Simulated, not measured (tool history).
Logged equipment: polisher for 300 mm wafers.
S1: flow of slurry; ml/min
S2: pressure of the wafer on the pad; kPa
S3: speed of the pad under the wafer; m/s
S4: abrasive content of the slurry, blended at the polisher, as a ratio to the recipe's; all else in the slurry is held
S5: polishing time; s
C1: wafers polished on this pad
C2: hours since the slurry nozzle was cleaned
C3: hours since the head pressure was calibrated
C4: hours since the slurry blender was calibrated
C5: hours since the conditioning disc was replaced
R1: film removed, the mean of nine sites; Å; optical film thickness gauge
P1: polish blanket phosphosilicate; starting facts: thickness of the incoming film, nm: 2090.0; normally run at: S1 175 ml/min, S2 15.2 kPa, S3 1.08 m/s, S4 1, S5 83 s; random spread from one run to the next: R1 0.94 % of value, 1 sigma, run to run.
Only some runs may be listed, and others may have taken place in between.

run,hour,S1,S2,S3,S4,S5,C1,C2,C3,C4,C5,R1
1,7.8,175,15.2,1.08,1,83,624,134.5,111.3,71.2,236,5127.6
2,14.4,105,15.2,1.08,1,83,695,141.1,117.9,77.8,242.6,4676.4
3,19.6,175,15.2,1.46,1,83,750,146.3,123.1,83,247.8,6499
4,26.6,175,24.1,1.08,1,83,824,153.3,130.1,90,254.8,8155.3
5,34.4,175,15.2,1.08,1,83,907,161.1,137.9,97.8,262.6,5088.4
6,38.5,175,15.2,1.08,1,83,951,165.2,142,101.9,266.7,5139.9
7,44.9,175,15.2,1.08,1,83,1019,171.6,148.4,108.3,273.1,5039.1
8,52.2,175,15.2,1.08,1.35,83,1097,178.9,155.7,115.6,280.4,5730.2
9,61.2,175,15.2,1.08,1,43,1192,187.9,164.7,124.6,289.4,2648.1
10,67,175,15.2,1.08,0.55,83,1254,193.7,170.5,130.4,295.2,3725.9
# hour 71.2: head pressure recalibrated
11,75.2,255,15.2,1.08,1,83,1341,201.9,4.1,138.6,303.4,5389.4
12,83,175,15.2,1.08,1,83,1424,209.7,11.9,146.4,311.2,5122.3
13,88,175,6.9,1.08,1,83,1478,214.7,16.9,151.4,316.2,2360.7
14,93.3,120,15.2,1.08,1,61,1534,220,22.2,156.7,321.5,3506.7
15,101.1,175,15.2,1.08,1,128,1617,227.8,30,164.5,329.3,7845
16,105.6,175,15.2,1.08,1,83,1665,232.3,34.5,169,333.8,5079.3
17,114.6,175,15.2,1.08,1,83,1760,241.3,43.5,178,342.8,5161.4
18,121.3,175,15.2,0.48,1,83,1832,248,50.2,184.7,349.5,2721.7
19,127,175,15.2,1.08,1,83,1892,253.7,55.9,190.4,355.2,5142.8
20,133.9,175,15.2,1.08,1,83,1966,260.6,62.8,197.3,362.1,4840.4
21,143.3,175,15.2,1.08,1,83,2066,270,72.2,206.7,371.5,4630.8
22,147.8,175,15.2,1.08,1,83,2114,274.5,76.7,211.2,376,4587.1
# hour 149.5: slurry nozzle cleaned
23,156.3,175,15.2,1.08,1,83,2204,6.9,85.2,219.7,384.5,4554.3
# hour 159.4: head pressure recalibrated
# hour 161.9: conditioning disc replaced and pad reconditioned
24,165.2,175,15.2,1.08,1,83,2299,15.8,5.8,228.6,3.4,4460.4
25,173.9,175,15.2,1.08,1,83,2391,24.5,14.5,237.3,12.1,4437.4
26,179.1,175,15.2,1.08,1,83,2447,29.7,19.7,242.5,17.3,4476.1

Something has made what P1 gives creep away from where it was; the 2 causes below, each at its own stated size, fit the log equally well:
A: removal rate lost through wear of the pad, % = 13.3
B: abrasive missing from the slurry, % = 25.3
At approximately hour 127, the process output began to creep.
Every other cause this tool's parts could produce, and why it does not fit the log:
slurry flow missing at the pad, %: serviced after onset, at hour 149.5, with no recovery of the prior output
head's pressure below its setpoint, %: serviced after onset, at hour 159.4, with no recovery of the prior output
time polished since the conditioner stopped cutting, s: serviced after onset, at hour 161.9, with no recovery of the prior output

Below are 4 check runs, each averaged over 3 wafers, with their results shown as question marks. Which of them would give clearly different results depending on which cause is behind the drift?
check 1,184.3,175,6.9,1.08,1,127,,,,,,?
check 2,184.3,175,15.2,0.52,1,62,,,,,,?
check 3,184.3,175,20,1.08,1,124,,,,,,?
check 4,184.3,175,15.2,1.3,0.55,83,,,,,,?

Predicted outcomes, by check and by cause:
check,result,if A,if B
check 1,R1,3070.8,3069.4
check 2,R1,1837.9,1837.1
check 3,R1,8695.1,8690.9
check 4,R1,3732.9,3575.9
Gap, in per cent, between the two causes that each check separates least, read from the result that separates them most: check 1 0.05 %; check 2 0.05 %; check 3 0.05 %; check 4 4.3 %
Check 4 tells the causes apart: in the others they would give nearly the same result.

Check 4 has now been run. It gave: R1 3570.5 Å. Which of the candidate causes is it?

B is the cause: abrasive missing from the slurry, %.
